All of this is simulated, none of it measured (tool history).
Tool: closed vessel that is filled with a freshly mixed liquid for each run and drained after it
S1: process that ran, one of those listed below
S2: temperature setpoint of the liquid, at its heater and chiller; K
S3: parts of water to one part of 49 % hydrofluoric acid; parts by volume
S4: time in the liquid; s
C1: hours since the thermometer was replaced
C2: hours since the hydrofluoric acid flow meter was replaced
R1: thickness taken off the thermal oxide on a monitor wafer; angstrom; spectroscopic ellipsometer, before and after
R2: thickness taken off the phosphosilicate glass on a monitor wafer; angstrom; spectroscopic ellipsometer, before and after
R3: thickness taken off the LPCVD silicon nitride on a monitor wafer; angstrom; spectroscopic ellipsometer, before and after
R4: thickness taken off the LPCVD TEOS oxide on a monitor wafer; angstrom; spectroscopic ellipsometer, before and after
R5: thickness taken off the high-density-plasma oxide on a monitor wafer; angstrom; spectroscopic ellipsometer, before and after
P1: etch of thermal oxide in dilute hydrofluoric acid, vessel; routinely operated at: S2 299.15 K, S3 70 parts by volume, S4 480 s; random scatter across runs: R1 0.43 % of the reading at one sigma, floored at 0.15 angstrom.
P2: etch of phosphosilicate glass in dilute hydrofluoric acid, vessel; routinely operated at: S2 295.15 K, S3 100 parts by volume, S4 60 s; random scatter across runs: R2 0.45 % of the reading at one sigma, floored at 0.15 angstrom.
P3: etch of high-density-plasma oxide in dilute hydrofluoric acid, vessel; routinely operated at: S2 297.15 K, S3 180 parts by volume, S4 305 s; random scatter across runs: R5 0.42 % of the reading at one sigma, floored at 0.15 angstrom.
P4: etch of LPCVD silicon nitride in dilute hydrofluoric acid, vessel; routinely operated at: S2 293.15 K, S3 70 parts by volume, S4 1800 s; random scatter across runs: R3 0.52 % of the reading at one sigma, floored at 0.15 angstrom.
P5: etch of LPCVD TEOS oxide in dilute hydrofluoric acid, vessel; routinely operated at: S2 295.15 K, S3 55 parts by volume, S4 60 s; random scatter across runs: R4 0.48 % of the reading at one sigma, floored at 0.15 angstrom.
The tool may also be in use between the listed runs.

run,hour,S1,S2,S3,S4,C1,C2,R1,R2,R3,R4,R5
1,10.8,P1,299.15,70,480,1257.9,253.8,384.950,,,,
2,26.9,P2,295.15,40,60,1274.0,269.9,,2590.90,,,
3,42.3,P4,293.15,70,1800,1289.4,285.3,,,93.302,,
4,53.0,P5,295.15,90,60,1300.1,296.0,,,,283.18,
5,69.9,P5,302.65,55,60,1317.0,312.9,,,,656.55,
6,81.2,P1,299.15,70,480,1328.3,324.2,382.360,,,,
7,89.7,P3,297.15,180,305,1336.8,332.7,,,,,100.25
8,103.2,P1,299.15,70,480,1350.3,346.2,381.420,,,,
9,116.5,P1,299.15,70,480,1363.6,359.5,380.810,,,,
10,132.6,P3,304.15,180,305,1379.7,375.6,,,,,130.51
11,149.1,P1,299.15,70,730,1396.2,392.1,584.740,,,,
12,162.2,P1,299.15,70,480,1409.3,405.2,379.500,,,,
13,175.3,P1,299.15,95,480,1422.4,418.3,273.440,,,,
14,192.7,P1,299.15,70,130,1439.8,435.7,103.840,,,,
15,204.5,P1,293.65,70,480,1451.6,447.5,306.000,,,,
16,213.6,P1,295.65,70,85,1460.7,456.6,58.738,,,,
17,225.8,P1,299.15,25,480,1472.9,468.8,1129.500,,,,
18,240.0,P1,299.15,70,480,1487.1,483.0,383.150,,,,
19,257.9,P3,297.15,35,305,1505.0,500.9,,,,,609.67
20,268.8,P2,295.15,100,60,1515.9,511.8,,965.98,,,

Run 21, settings as shown, results not yet in. Your forecast:
21,286.8,P5,295.15,55,60,1533.9,529.8,,,,?,

{"run 21": {"R4": 487.77}}
